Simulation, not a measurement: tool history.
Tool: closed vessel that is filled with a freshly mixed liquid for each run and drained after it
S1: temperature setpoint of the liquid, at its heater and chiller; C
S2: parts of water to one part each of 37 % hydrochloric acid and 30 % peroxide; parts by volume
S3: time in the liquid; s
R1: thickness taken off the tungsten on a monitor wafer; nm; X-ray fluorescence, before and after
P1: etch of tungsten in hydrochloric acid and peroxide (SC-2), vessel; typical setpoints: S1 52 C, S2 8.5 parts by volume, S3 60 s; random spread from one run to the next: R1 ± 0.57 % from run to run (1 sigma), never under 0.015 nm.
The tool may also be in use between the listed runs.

Run 1, day 0.396: S1 52 C, S2 8.5 parts by volume, S3 60 s. Result: R1 20.542 nm.
Run 2, day 0.783: S1 52 C, S2 8.5 parts by volume, S3 115 s. Result: R1 39.368 nm.
Run 3, day 1.292: S1 52 C, S2 8.5 parts by volume, S3 30 s. Result: R1 10.349 nm.
Run 4, day 1.646: S1 66 C, S2 8.5 parts by volume, S3 60 s. Result: R1 49.422 nm.
Run 5, day 1.967: S1 52 C, S2 8.5 parts by volume, S3 60 s. Result: R1 20.648 nm.
Run 6, day 2.421: S1 52 C, S2 8.5 parts by volume, S3 60 s. Result: R1 20.153 nm.
At day 2.496: thermometer replaced.
Run 7, day 2.908: S1 52 C, S2 14.5 parts by volume, S3 60 s. Result: R1 13.181 nm.
Run 8, day 3.3: S1 52 C, S2 8.5 parts by volume, S3 60 s. Result: R1 20.397 nm.
Run 9, day 3.758: S1 36.5 C, S2 8.5 parts by volume, S3 60 s. Result: R1 6.9757 nm.
Run 10, day 4.1: S1 52 C, S2 8.5 parts by volume, S3 60 s. Result: R1 20.561 nm.
Run 11, day 4.55: S1 52 C, S2 8.5 parts by volume, S3 60 s. Result: R1 20.456 nm.
At day 4.8: chemicals flow meter replaced.
Run 12, day 4.825: S1 64 C, S2 8.5 parts by volume, S3 115 s. Result: R1 83.861 nm.
Run 13, day 5.271: S1 52 C, S2 4 parts by volume, S3 60 s. Result: R1 35.841 nm.
Run 14, day 5.583: S1 60 C, S2 4 parts by volume, S3 60 s. Result: R1 60.005 nm.
Run 15, day 5.85: S1 52 C, S2 8.5 parts by volume, S3 60 s. Result: R1 20.321 nm.
Run 16, day 6.229: S1 52 C, S2 8.5 parts by volume, S3 60 s. Result: R1 20.635 nm.
Run 17, day 6.5: S1 52 C, S2 8.5 parts by volume, S3 60 s. Result: R1 20.773 nm.
Run 18, day 6.892: S1 52 C, S2 8.5 parts by volume, S3 60 s. Result: R1 21.299 nm.
Run 19, day 7.408: S1 52 C, S2 8.5 parts by volume, S3 60 s. Result: R1 21.732 nm.
Run 20, day 7.667: S1 52 C, S2 8.5 parts by volume, S3 60 s. Result: R1 22.014 nm.
Run 21, day 8.042: S1 52 C, S2 8.5 parts by volume, S3 60 s. Result: R1 22.086 nm.
Run 22, day 8.279: S1 52 C, S2 8.5 parts by volume, S3 60 s. Result: R1 22.04 nm.
Run 23, day 8.733: S1 52 C, S2 8.5 parts by volume, S3 60 s. Result: R1 22.201 nm.
Run 24, day 9.262: S1 52 C, S2 8.5 parts by volume, S3 60 s. Result: R1 22.281 nm.
Run 25, day 9.504: S1 52 C, S2 8.5 parts by volume, S3 60 s. Result: R1 22.399 nm.

What P1 gives has crept off from where it sat before. The 2 causes that follow fit the log equally well, each at the size noted:
A: liquid hotter than its thermometer reads (K) = 1.3
B: chemicals flow above the setpoint (%) = 11.2
At approximately day 6.229, the process output began to creep.
Excluded causes, each with its reason:
peroxide weaker than its label (%): cannot exceed 8; that much would move R1 by -7.3 %, which falls short of the creep or goes against it

Which of the 4 check runs listed below, each an average over 5 wafers with its results shown as question marks, gives clearly different results under the different listed causes?
Run check 1, day 9.746: S1 65 C, S2 8.5 parts by volume, S3 105 s. Result: R1 ?.
Run check 2, day 9.746: S1 52 C, S2 11.5 parts by volume, S3 40 s. Result: R1 ?.
Run check 3, day 9.746: S1 39 C, S2 4 parts by volume, S3 60 s. Result: R1 ?.
Run check 4, day 9.746: S1 41 C, S2 8.5 parts by volume, S3 60 s. Result: R1 ?.

Expected result of each check under each candidate cause:
  check  result    if A    if B
check 1      R1  88.247  88.795
check 2      R1  11.553  11.604
check 3      R1  16.099  15.733
check 4      R1   10.59  10.524
Per check, the gap between the least separated pair of causes, taken in the result that splits them most: check 1 0.62 %; check 2 0.44 %; check 3 2.3 %; check 4 0.63 %
Of the check runs offered, only check 3 discriminates between the causes; the rest would read about the same regardless of which cause applies.

With check 3 done, the readings were: R1 15.732 nm. Identify which of the listed causes applies.

It is B: chemicals flow above the setpoint (%).
